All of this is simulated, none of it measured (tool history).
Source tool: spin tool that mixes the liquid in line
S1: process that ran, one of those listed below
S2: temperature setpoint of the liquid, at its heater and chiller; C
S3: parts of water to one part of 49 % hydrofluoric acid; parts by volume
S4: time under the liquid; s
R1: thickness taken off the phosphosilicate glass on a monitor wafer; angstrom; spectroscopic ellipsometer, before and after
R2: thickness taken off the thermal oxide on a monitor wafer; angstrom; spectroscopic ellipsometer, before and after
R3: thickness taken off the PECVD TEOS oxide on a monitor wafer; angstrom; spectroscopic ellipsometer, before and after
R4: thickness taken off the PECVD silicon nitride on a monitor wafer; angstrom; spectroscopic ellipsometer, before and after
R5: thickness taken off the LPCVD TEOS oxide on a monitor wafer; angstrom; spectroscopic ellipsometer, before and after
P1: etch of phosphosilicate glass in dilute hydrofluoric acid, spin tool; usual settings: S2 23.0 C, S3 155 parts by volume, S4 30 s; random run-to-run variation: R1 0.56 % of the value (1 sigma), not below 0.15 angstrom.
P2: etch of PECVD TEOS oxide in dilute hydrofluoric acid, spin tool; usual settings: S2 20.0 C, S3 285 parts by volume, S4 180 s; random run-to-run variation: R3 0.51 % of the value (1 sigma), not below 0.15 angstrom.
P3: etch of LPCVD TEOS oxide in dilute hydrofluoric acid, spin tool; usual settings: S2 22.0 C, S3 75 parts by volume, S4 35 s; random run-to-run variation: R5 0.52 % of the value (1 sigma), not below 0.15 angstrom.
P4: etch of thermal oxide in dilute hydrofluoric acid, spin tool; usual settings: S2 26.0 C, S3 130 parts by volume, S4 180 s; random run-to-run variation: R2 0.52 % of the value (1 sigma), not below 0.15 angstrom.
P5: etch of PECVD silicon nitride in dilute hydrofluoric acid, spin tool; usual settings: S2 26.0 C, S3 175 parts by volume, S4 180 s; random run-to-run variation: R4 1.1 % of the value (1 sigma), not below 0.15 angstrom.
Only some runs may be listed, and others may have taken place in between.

Run 1, hour 11.5: S1 P1, S2 23.0 C, S3 155 parts by volume, S4 30 s. Result: R1 275.66 angstrom.
Run 2, hour 25.8: S1 P1, S2 23.0 C, S3 280 parts by volume, S4 30 s. Result: R1 133.04 angstrom.
Run 3, hour 37.8: S1 P4, S2 26.0 C, S3 130 parts by volume, S4 50 s. Result: R2 17.736 angstrom.
Run 4, hour 44.4: S1 P1, S2 17.0 C, S3 155 parts by volume, S4 30 s. Result: R1 214.60 angstrom.
Run 5, hour 58.6: S1 P2, S2 20.0 C, S3 285 parts by volume, S4 180 s. Result: R3 60.938 angstrom.
Run 6, hour 72.6: S1 P5, S2 26.0 C, S3 175 parts by volume, S4 180 s. Result: R4 22.5270 angstrom.
Run 7, hour 83.6: S1 P1, S2 23.0 C, S3 155 parts by volume, S4 30 s. Result: R1 275.89 angstrom.
Run 8, hour 97.0: S1 P1, S2 23.0 C, S3 155 parts by volume, S4 50 s. Result: R1 451.52 angstrom.
Run 9, hour 110.2: S1 P5, S2 26.0 C, S3 175 parts by volume, S4 45 s. Result: R4 5.9027 angstrom.
Run 10, hour 117.8: S1 P5, S2 26.0 C, S3 95 parts by volume, S4 180 s. Result: R4 41.5000 angstrom.
Run 11, hour 126.4: S1 P2, S2 20.0 C, S3 285 parts by volume, S4 285 s. Result: R3 96.232 angstrom.
Run 12, hour 133.2: S1 P2, S2 25.0 C, S3 285 parts by volume, S4 180 s. Result: R3 72.838 angstrom.
Run 13, hour 146.2: S1 P1, S2 23.0 C, S3 155 parts by volume, S4 30 s. Result: R1 273.50 angstrom.
Run 14, hour 158.6: S1 P3, S2 22.0 C, S3 75 parts by volume, S4 35 s. Result: R5 182.92 angstrom.
Run 15, hour 169.4: S1 P4, S2 18.5 C, S3 130 parts by volume, S4 180 s. Result: R2 46.931 angstrom.
Run 16, hour 182.5: S1 P1, S2 23.0 C, S3 155 parts by volume, S4 30 s. Result: R1 272.92 angstrom.
Run 17, hour 195.0: S1 P1, S2 27.0 C, S3 155 parts by volume, S4 45 s. Result: R1 479.05 angstrom.
Run 18, hour 205.1: S1 P4, S2 26.0 C, S3 130 parts by volume, S4 180 s. Result: R2 61.596 angstrom.
Run 19, hour 219.5: S1 P4, S2 26.0 C, S3 225 parts by volume, S4 180 s. Result: R2 32.100 angstrom.
Run 20, hour 233.9: S1 P1, S2 27.5 C, S3 155 parts by volume, S4 15 s. Result: R1 163.17 angstrom.
Run 21, hour 240.6: S1 P3, S2 29.5 C, S3 75 parts by volume, S4 35 s. Result: R5 244.01 angstrom.
Run 22, hour 255.0: S1 P1, S2 23.0 C, S3 155 parts by volume, S4 30 s. Result: R1 274.90 angstrom.
Run 23, hour 264.6: S1 P4, S2 26.0 C, S3 130 parts by volume, S4 180 s. Result: R2 61.618 angstrom.
Run 24, hour 278.1: S1 P3, S2 22.0 C, S3 75 parts by volume, S4 35 s. Result: R5 182.22 angstrom.
Run 25, hour 290.7: S1 P3, S2 22.0 C, S3 75 parts by volume, S4 55 s. Result: R5 288.96 angstrom.
Run 26, hour 299.9: S1 P2, S2 20.0 C, S3 285 parts by volume, S4 180 s. Result: R3 61.182 angstrom.
Run 27, hour 313.0: S1 P3, S2 22.0 C, S3 20 parts by volume, S4 35 s. Result: R5 738.76 angstrom.
Run 28, hour 320.3: S1 P1, S2 23.0 C, S3 155 parts by volume, S4 30 s. Result: R1 273.31 angstrom.
Run 29, hour 331.1: S1 P5, S2 31.5 C, S3 175 parts by volume, S4 180 s. Result: R4 32.2670 angstrom.
Run 30, hour 338.2: S1 P1, S2 26.5 C, S3 155 parts by volume, S4 30 s. Result: R1 312.04 angstrom.
Run 31, hour 347.8: S1 P1, S2 18.0 C, S3 280 parts by volume, S4 30 s. Result: R1 110.11 angstrom.
Run 32, hour 359.2: S1 P1, S2 23.0 C, S3 35 parts by volume, S4 30 s. Result: R1 1400.40 angstrom.
Run 33, hour 372.3: S1 P1, S2 23.0 C, S3 155 parts by volume, S4 15 s. Result: R1 135.33 angstrom.
Run 34, hour 379.5: S1 P2, S2 20.0 C, S3 70 parts by volume, S4 180 s. Result: R3 308.090 angstrom.
Run 35, hour 391.8: S1 P1, S2 23.0 C, S3 155 parts by volume, S4 30 s. Result: R1 271.52 angstrom.
Run 36, hour 402.0: S1 P1, S2 23.0 C, S3 155 parts by volume, S4 30 s. Result: R1 283.27 angstrom.
Run 37, hour 414.7: S1 P1, S2 23.0 C, S3 155 parts by volume, S4 30 s. Result: R1 287.81 angstrom.
Run 38, hour 423.0: S1 P1, S2 23.0 C, S3 155 parts by volume, S4 30 s. Result: R1 288.19 angstrom.
Run 39, hour 432.4: S1 P1, S2 23.0 C, S3 155 parts by volume, S4 30 s. Result: R1 288.29 angstrom.
Run 40, hour 441.6: S1 P1, S2 23.0 C, S3 155 parts by volume, S4 30 s. Result: R1 288.76 angstrom.
Run 41, hour 448.7: S1 P1, S2 23.0 C, S3 155 parts by volume, S4 30 s. Result: R1 286.55 angstrom.
Run 42, hour 463.0: S1 P1, S2 23.0 C, S3 155 parts by volume, S4 30 s. Result: R1 291.49 angstrom.

Compared with where it was, what P1 gives has crept away. Each cause listed below fits the log as well as the rest, at the size given for it:
A: hydrofluoric acid flow above the setpoint (%) = 5.5
B: liquid hotter than its thermometer reads (K) = 1.65
The gradual shift began around hour 391.8.

Which of the 4 check runs listed below, each an average over 5 wafers with its results shown as question marks, gives clearly different results under the different listed causes?
Run check 1, hour 477.3: S1 P4, S2 19.0 C, S3 220 parts by volume, S4 180 s. Result: R2 ?.
Run check 2, hour 477.3: S1 P5, S2 30.5 C, S3 175 parts by volume, S4 180 s. Result: R4 ?.
Run check 3, hour 477.3: S1 P3, S2 27.5 C, S3 75 parts by volume, S4 35 s. Result: R5 ?.
Run check 4, hour 477.3: S1 P2, S2 20.0 C, S3 185 parts by volume, S4 180 s. Result: R3 ?.

If the cause were each of the candidates in turn, the checks would give the following:
  check  result     if A     if B
check 1      R2   27.367   27.332
check 2      R4  32.0050  33.4470
check 3      R5   240.69   241.94
check 4      R3  110.180  110.230
Minimum pairwise separation of causes per check, each pair taken at its best-separating result: check 1 0.13 %; check 2 4.4 %; check 3 0.52 %; check 4 0.05 %
The causes can be told apart only by check 2. The other checks would give nearly the same results under each of them.

Check 2 has now been run. It gave: R4 31.7410 angstrom. Which of the candidate causes is it?

It was cause A: hydrofluoric acid flow above the setpoint (%).

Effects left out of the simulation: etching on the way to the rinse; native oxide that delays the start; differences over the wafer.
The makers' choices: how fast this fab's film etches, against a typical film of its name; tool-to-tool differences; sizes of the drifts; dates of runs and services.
